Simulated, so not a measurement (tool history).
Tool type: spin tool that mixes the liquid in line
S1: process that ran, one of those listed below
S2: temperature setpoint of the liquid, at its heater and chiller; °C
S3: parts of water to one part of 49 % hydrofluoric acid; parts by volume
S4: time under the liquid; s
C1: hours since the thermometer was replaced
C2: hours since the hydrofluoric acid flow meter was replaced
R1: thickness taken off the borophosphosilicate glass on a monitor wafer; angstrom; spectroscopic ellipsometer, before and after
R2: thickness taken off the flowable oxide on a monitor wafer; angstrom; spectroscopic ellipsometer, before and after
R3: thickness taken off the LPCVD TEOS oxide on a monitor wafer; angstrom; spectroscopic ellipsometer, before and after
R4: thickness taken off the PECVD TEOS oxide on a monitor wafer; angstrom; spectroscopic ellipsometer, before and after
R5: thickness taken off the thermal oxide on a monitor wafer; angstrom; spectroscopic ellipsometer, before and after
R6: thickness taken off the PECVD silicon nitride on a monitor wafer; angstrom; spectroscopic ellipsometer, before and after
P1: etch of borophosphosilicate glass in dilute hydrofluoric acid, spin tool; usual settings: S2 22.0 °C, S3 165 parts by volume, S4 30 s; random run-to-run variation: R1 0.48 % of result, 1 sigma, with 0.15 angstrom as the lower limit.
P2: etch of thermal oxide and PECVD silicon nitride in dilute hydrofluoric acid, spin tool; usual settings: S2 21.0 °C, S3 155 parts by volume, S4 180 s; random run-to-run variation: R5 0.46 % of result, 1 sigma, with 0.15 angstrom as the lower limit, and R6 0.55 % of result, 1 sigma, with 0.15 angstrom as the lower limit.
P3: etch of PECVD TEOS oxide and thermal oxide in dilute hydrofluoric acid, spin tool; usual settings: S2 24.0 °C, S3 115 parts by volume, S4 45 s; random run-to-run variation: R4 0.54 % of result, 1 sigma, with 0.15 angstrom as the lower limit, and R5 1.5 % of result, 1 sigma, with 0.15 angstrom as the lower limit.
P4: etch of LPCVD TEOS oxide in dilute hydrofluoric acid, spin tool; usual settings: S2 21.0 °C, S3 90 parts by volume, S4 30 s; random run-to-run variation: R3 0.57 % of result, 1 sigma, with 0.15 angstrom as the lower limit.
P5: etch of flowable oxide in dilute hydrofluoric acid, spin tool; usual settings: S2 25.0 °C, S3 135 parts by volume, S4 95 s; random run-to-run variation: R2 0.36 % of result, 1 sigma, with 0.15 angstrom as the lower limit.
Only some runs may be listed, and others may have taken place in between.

run     day  S1    S2   S3   S4     C1      C2       R1      R2      R3      R4       R5       R6
  1   0.421  P1  22.0  165   30  392.0  1129.8   99.236
  2   0.662  P5  25.0  215   95  397.8  1135.6           224.26
  3   1.042  P1  22.0  165   30  406.9  1144.7   99.395
  4   1.375  P1  22.0  165   30  414.9  1152.7   99.425
  5   1.646  P4  21.0   45   30  421.4  1159.2                   293.84
  6   1.875  P4  17.0   90   30  426.9  1164.7                   118.04
  7   2.229  P3  24.0  115   70  435.4  1173.2                           75.046   27.265
  8   2.454  P1  22.0  225   30  440.8  1178.6   67.999
  9   2.788  P1  22.0  165   30  448.8  1186.6   99.762
 10   3.179  P5  25.0  135  180  458.2  1196.0           737.04
 11   3.571  P3  24.0  115   45  467.6  1205.4                           48.667   17.139
 12   3.979  P2  21.0  155  180  477.4  1215.2                                    44.858   53.559
 13   4.450  P4  21.0   90   50  488.7  1226.5                   233.57
 14   4.867  P1  22.0  165   15  498.7  1236.5   49.728
 15   5.246  P3  24.0  165   45  507.8  1245.6                           31.737   12.090
 16   5.721  P1  26.5  165   30  519.2  1257.0  117.970
 17   6.025  P2  21.0  155  180  526.5  1264.3                                    45.639   53.730
 18   6.304  P2  21.0  155  315  533.2  1271.0                                    79.099   93.347
 19   6.638  P1  17.0   80   30  541.2  1279.0  182.740
 20   6.850  P4  21.0   90   30  546.3  1284.1                   139.25
 21   7.262  P1  22.0  165   45  556.2  1294.0  147.810
 22   7.708  P3  19.0  115   45  566.9  1304.7                           39.550   14.443
 23   7.975  P1  17.0  165   30  573.3  1311.1   80.932
 24   8.179  P5  29.5  135   95  578.2  1316.0           460.86
 25   8.462  P5  25.0  135   95  585.0  1322.8           389.12
 26   8.771  P2  21.0   40  180  592.4  1330.2                                   200.950  199.430
 27   9.212  P2  17.0  155  180  603.0  1340.8                                    38.959   41.090
 28   9.654  P1  22.0   85   30  613.6  1351.4  209.720
 29   9.992  P1  22.0  165   30  621.7  1359.5   99.371
 30  10.383  P1  22.0  165   30  631.1  1368.9   94.988
 31  10.762  P1  22.0  165   30  640.2  1378.0   92.098
 32  11.096  P1  22.0  165   30  648.2  1386.0   91.924
 33  11.404  P1  22.0  165   30  655.6  1393.4   89.986
 34  11.771  P1  22.0  165   30  664.4  1402.2   90.678
 35  12.046  P1  22.0  165   30  671.0  1408.8   90.391

Something has made what P1 gives creep away from where it was; the 2 causes below, each at its own stated size, fit the log equally well:
A: liquid colder than its thermometer reads (K) = 2.36
B: hydrofluoric acid flow below the setpoint (%) = 7.5
The process output started creeping at around day 9.992.

Which of the 4 check runs listed below separates the causes, so that each cause would produce a clearly different result? Each run uses one wafer, and its results are marked with question marks.
check 1  12.321  P5  25.0  135   95               ?
check 2  12.321  P3  24.0  115   45                       ?   ?
check 3  12.321  P4  21.0   90   30                   ?
check 4  12.321  P2  21.0  155  180                           ?   ?

What every check run would give for each of its results, assuming each possible cause in turn:
  check  result    if A    if B
check 1      R2  356.54  356.67
check 2      R4  43.888  44.085
check 2      R5  16.242  16.315
check 3      R3  126.40  127.83
check 4      R5  41.293  41.401
check 4      R6  45.463  49.319
How far apart the two closest causes lie, in the result that separates them most: check 1 0.04 %; check 2 0.45 %; check 3 1.13 %; check 4 8.14 %
Check 4 is the one run that separates the causes; every other check would come out nearly the same whichever cause is at work.

With check 4 done, the readings were: R5 41.928 angstrom; R6 49.731 angstrom. Identify which of the listed causes applies.

Of the candidate causes, it is B: hydrofluoric acid flow below the setpoint (%).
